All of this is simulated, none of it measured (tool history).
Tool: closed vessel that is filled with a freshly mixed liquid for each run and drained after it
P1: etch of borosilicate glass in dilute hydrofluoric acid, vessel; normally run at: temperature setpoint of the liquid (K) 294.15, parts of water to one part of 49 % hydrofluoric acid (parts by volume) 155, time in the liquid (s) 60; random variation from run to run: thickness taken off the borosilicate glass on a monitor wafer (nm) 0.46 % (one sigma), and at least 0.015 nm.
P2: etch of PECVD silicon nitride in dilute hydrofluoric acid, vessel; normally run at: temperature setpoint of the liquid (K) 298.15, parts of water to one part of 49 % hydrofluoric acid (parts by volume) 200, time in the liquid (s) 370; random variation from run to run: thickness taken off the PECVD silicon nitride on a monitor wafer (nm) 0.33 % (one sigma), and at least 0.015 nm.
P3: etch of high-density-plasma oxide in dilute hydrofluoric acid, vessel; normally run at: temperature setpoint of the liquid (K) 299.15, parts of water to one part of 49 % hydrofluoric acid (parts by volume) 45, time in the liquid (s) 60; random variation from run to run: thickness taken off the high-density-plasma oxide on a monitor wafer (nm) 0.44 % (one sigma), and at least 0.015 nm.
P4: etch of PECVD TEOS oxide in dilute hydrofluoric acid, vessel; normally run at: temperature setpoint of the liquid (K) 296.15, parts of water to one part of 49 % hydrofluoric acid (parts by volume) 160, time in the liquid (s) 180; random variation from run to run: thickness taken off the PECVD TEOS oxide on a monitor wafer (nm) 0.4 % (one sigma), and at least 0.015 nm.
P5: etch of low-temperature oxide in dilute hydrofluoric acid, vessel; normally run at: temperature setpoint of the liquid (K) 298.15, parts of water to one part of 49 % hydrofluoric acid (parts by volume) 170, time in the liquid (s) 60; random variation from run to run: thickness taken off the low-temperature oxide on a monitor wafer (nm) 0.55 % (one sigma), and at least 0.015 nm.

run,hour,process that ran,temperature setpoint of the liquid (K),parts of water to one part of 49 % hydrofluoric acid (parts by volume),time in the liquid (s),thickness taken off the borosilicate glass on a monitor wafer (nm),thickness taken off the PECVD TEOS oxide on a monitor wafer (nm),thickness taken off the PECVD silicon nitride on a monitor wafer (nm),thickness taken off the low-temperature oxide on a monitor wafer (nm),thickness taken off the high-density-plasma oxide on a monitor wafer (nm)
1,12.4,P1,294.15,155,60,11.8470,,,,
2,22.7,P1,294.15,155,100,19.7450,,,,
3,32.3,P4,291.15,160,180,,17.639,,,
4,45.2,P2,298.15,200,370,,,9.3699,,
5,60.1,P5,298.15,170,30,,,,2.3303,
6,69.8,P2,306.15,200,370,,,15.2700,,
7,84.6,P3,307.15,45,60,,,,,10.6610
8,97.1,P1,294.15,155,60,11.7930,,,,
9,104.3,P1,290.15,155,60,10.1420,,,,
10,120.0,P1,294.15,280,60,5.8568,,,,
11,134.8,P1,290.15,155,30,5.0579,,,,
12,144.4,P1,294.15,155,60,11.8910,,,,
13,155.7,P1,294.15,155,60,11.9550,,,,
14,167.7,P4,296.15,45,180,,87.639,,,
15,181.6,P1,302.15,155,60,16.0680,,,,
16,192.9,P1,294.15,50,60,41.3130,,,,
17,204.8,P2,298.15,45,370,,,41.0860,,
18,215.7,P5,298.15,235,60,,,,3.1414,
19,224.3,P3,299.15,70,60,,,,,4.8948
20,235.8,P1,294.15,155,30,5.9245,,,,
21,244.8,P2,298.15,200,370,,,9.3781,,
22,261.1,P5,291.65,170,60,,,,3.6647,
23,277.3,P3,299.15,45,115,,,,,15.0260
24,286.0,P3,299.15,45,60,,,,,7.8280
25,300.1,P5,298.15,170,60,,,,4.7069,
26,308.8,P5,298.15,170,60,,,,4.6697,
27,321.9,P1,294.15,155,60,11.8560,,,,
28,337.7,P4,296.15,160,180,,21.473,,,
29,352.7,P4,296.15,160,85,,10.191,,,
30,361.6,P2,298.15,200,555,,,14.0410,,
31,376.4,P1,294.15,155,60,11.8650,,,,
32,389.9,P1,294.15,155,60,12.1610,,,,
33,405.6,P1,294.15,155,60,12.4710,,,,
34,422.1,P1,294.15,155,60,12.6480,,,,
35,433.8,P1,294.15,155,60,12.7600,,,,
36,447.4,P1,294.15,155,60,12.8240,,,,
37,455.9,P1,294.15,155,60,12.7870,,,,

Run 38 comes next. What will it give?
38,465.8,P1,294.15,155,60,?,,,,

{"run 38": {"thickness taken off the borosilicate glass on a monitor wafer (nm)": 12.878}}

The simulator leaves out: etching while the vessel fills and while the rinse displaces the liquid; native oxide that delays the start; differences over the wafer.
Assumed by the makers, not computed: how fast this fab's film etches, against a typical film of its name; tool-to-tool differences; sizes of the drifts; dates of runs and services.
